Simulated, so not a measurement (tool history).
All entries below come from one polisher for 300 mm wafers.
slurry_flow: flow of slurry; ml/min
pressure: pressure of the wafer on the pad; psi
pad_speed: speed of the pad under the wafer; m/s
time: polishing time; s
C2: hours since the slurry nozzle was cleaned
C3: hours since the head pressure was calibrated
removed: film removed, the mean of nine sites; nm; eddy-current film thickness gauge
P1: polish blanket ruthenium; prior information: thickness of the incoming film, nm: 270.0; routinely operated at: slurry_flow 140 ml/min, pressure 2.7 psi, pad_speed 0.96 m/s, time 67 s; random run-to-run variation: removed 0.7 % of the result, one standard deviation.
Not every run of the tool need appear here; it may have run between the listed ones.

Run 1, hour 6.5: slurry_flow 140 ml/min, pressure 2.7 psi, pad_speed 0.96 m/s, time 67 s; wafers polished on this pad 367; C2 373.9; C3 75.3. Result: removed 94.312 nm.
Run 2, hour 17: slurry_flow 140 ml/min, pressure 1.9 psi, pad_speed 0.96 m/s, time 67 s; wafers polished on this pad 455; C2 384.4; C3 85.8. Result: removed 67.09 nm.
Run 3, hour 25: slurry_flow 215 ml/min, pressure 2.7 psi, pad_speed 0.96 m/s, time 67 s; wafers polished on this pad 523; C2 392.4; C3 93.8. Result: removed 101.43 nm.
Run 4, hour 36.2: slurry_flow 140 ml/min, pressure 2.7 psi, pad_speed 0.56 m/s, time 67 s; wafers polished on this pad 617; C2 403.6; C3 105. Result: removed 55.152 nm.
Run 5, hour 47.8: slurry_flow 85 ml/min, pressure 2.7 psi, pad_speed 0.96 m/s, time 67 s; wafers polished on this pad 715; C2 415.2; C3 116.6. Result: removed 84.341 nm.
Run 6, hour 53.1: slurry_flow 140 ml/min, pressure 2.7 psi, pad_speed 0.96 m/s, time 87 s; wafers polished on this pad 759; C2 420.5; C3 121.9. Result: removed 123.54 nm.
Run 7, hour 62.4: slurry_flow 140 ml/min, pressure 2.7 psi, pad_speed 0.96 m/s, time 40 s; wafers polished on this pad 838; C2 429.8; C3 131.2. Result: removed 55.923 nm.
Run 8, hour 73.2: slurry_flow 140 ml/min, pressure 2.7 psi, pad_speed 0.96 m/s, time 67 s; wafers polished on this pad 928; C2 440.6; C3 142. Result: removed 95.611 nm.
Run 9, hour 84.2: slurry_flow 140 ml/min, pressure 2.7 psi, pad_speed 1.34 m/s, time 67 s; wafers polished on this pad 1021; C2 451.6; C3 153. Result: removed 130.65 nm.
Run 10, hour 94: slurry_flow 205 ml/min, pressure 2.1 psi, pad_speed 0.96 m/s, time 67 s; wafers polished on this pad 1104; C2 461.4; C3 162.8. Result: removed 76.928 nm.
Run 11, hour 101.8: slurry_flow 140 ml/min, pressure 3.8 psi, pad_speed 0.96 m/s, time 67 s; wafers polished on this pad 1169; C2 469.2; C3 170.6. Result: removed 132.74 nm.
Run 12, hour 111.9: slurry_flow 140 ml/min, pressure 2.7 psi, pad_speed 0.96 m/s, time 67 s; wafers polished on this pad 1254; C2 479.3; C3 180.7. Result: removed 94.775 nm.
Run 13, hour 120.4: slurry_flow 140 ml/min, pressure 2.7 psi, pad_speed 0.96 m/s, time 67 s; wafers polished on this pad 1326; C2 487.8; C3 189.2. Result: removed 94.338 nm.
Run 14, hour 128.4: slurry_flow 95 ml/min, pressure 2.7 psi, pad_speed 0.96 m/s, time 97 s; wafers polished on this pad 1393; C2 495.8; C3 197.2. Result: removed 126.39 nm.
Run 15, hour 134.1: slurry_flow 140 ml/min, pressure 2.7 psi, pad_speed 0.96 m/s, time 67 s; wafers polished on this pad 1441; C2 501.5; C3 202.9. Result: removed 94.149 nm.
Run 16, hour 143.3: slurry_flow 140 ml/min, pressure 2.7 psi, pad_speed 0.96 m/s, time 67 s; wafers polished on this pad 1519; C2 510.7; C3 212.1. Result: removed 91.794 nm.

Expected results for the next run?
Run 17, hour 149.2: slurry_flow 140 ml/min, pressure 2.7 psi, pad_speed 0.96 m/s, time 67 s; wafers polished on this pad 1568; C2 516.6; C3 218. Result: removed ?.

removed: 89.11 nm

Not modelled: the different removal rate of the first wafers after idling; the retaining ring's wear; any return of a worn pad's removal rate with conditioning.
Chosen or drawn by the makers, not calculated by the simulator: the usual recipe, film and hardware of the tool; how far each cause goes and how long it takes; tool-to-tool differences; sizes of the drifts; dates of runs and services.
